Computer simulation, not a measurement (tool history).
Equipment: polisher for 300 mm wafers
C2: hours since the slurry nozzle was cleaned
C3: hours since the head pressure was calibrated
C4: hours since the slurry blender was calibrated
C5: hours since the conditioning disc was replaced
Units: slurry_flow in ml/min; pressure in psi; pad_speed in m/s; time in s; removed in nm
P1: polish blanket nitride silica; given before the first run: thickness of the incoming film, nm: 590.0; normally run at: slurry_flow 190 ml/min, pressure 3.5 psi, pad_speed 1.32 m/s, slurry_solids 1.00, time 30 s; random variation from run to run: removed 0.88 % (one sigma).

{"run": 1, "hour": 11.9, "slurry_flow": 190, "pressure": 3.5, "pad_speed": 1.32, "slurry_solids": 1.0, "time": 30, "wafers polished on this pad": 579, "C2": 217.9, "C3": 245.5, "C4": 184.8, "C5": 370.6, "removed": 19.415}
{"run": 2, "hour": 27.2, "slurry_flow": 190, "pressure": 1.9, "pad_speed": 1.32, "slurry_solids": 1.0, "time": 30, "wafers polished on this pad": 791, "C2": 233.2, "C3": 260.8, "C4": 200.1, "C5": 385.9, "removed": 10.339}
{"run": 3, "hour": 38.7, "slurry_flow": 120, "pressure": 3.5, "pad_speed": 1.32, "slurry_solids": 1.0, "time": 30, "wafers polished on this pad": 950, "C2": 244.7, "C3": 272.3, "C4": 211.6, "C5": 397.4, "removed": 17.813}
{"run": 4, "hour": 55.1, "slurry_flow": 190, "pressure": 3.5, "pad_speed": 1.32, "slurry_solids": 0.55, "time": 30, "wafers polished on this pad": 1177, "C2": 261.1, "C3": 288.7, "C4": 228.0, "C5": 413.8, "removed": 14.23}
{"run": 5, "hour": 67.2, "slurry_flow": 190, "pressure": 3.5, "pad_speed": 1.32, "slurry_solids": 1.0, "time": 41, "wafers polished on this pad": 1345, "C2": 273.2, "C3": 300.8, "C4": 240.1, "C5": 425.9, "removed": 26.239}
{"hour": 68.7, "done": "head pressure recalibrated"}
{"run": 6, "hour": 84.4, "slurry_flow": 190, "pressure": 3.5, "pad_speed": 1.32, "slurry_solids": 1.0, "time": 30, "wafers polished on this pad": 1583, "C2": 290.4, "C3": 15.8, "C4": 257.3, "C5": 443.1, "removed": 19.304}
{"run": 7, "hour": 98.1, "slurry_flow": 280, "pressure": 3.5, "pad_speed": 1.32, "slurry_solids": 0.75, "time": 30, "wafers polished on this pad": 1773, "C2": 304.1, "C3": 29.5, "C4": 271.0, "C5": 456.8, "removed": 17.676}
{"run": 8, "hour": 112.8, "slurry_flow": 190, "pressure": 3.5, "pad_speed": 1.32, "slurry_solids": 1.0, "time": 30, "wafers polished on this pad": 1977, "C2": 318.8, "C3": 44.2, "C4": 285.7, "C5": 471.5, "removed": 19.453}
{"run": 9, "hour": 125.5, "slurry_flow": 190, "pressure": 3.5, "pad_speed": 0.82, "slurry_solids": 1.0, "time": 30, "wafers polished on this pad": 2153, "C2": 331.5, "C3": 56.9, "C4": 298.4, "C5": 484.2, "removed": 13.134}
{"run": 10, "hour": 141.9, "slurry_flow": 190, "pressure": 3.5, "pad_speed": 1.32, "slurry_solids": 1.0, "time": 20, "wafers polished on this pad": 2380, "C2": 347.9, "C3": 73.3, "C4": 314.8, "C5": 500.6, "removed": 12.955}
{"run": 11, "hour": 155.7, "slurry_flow": 190, "pressure": 3.5, "pad_speed": 1.32, "slurry_solids": 1.0, "time": 30, "wafers polished on this pad": 2571, "C2": 361.7, "C3": 87.1, "C4": 328.6, "C5": 514.4, "removed": 19.614}
{"run": 12, "hour": 168.8, "slurry_flow": 295, "pressure": 3.5, "pad_speed": 1.32, "slurry_solids": 1.0, "time": 30, "wafers polished on this pad": 2752, "C2": 374.8, "C3": 100.2, "C4": 341.7, "C5": 527.5, "removed": 20.325}

Run 13 comes next. What will it give?
{"run": 13, "hour": 184.8, "slurry_flow": 190, "pressure": 5.1, "pad_speed": 1.32, "slurry_solids": 1.0, "time": 30, "wafers polished on this pad": 2974, "C2": 390.8, "C3": 116.2, "C4": 357.7, "C5": 543.5, "removed": "?"}

Run 13 yielded removed 28.143 nm.
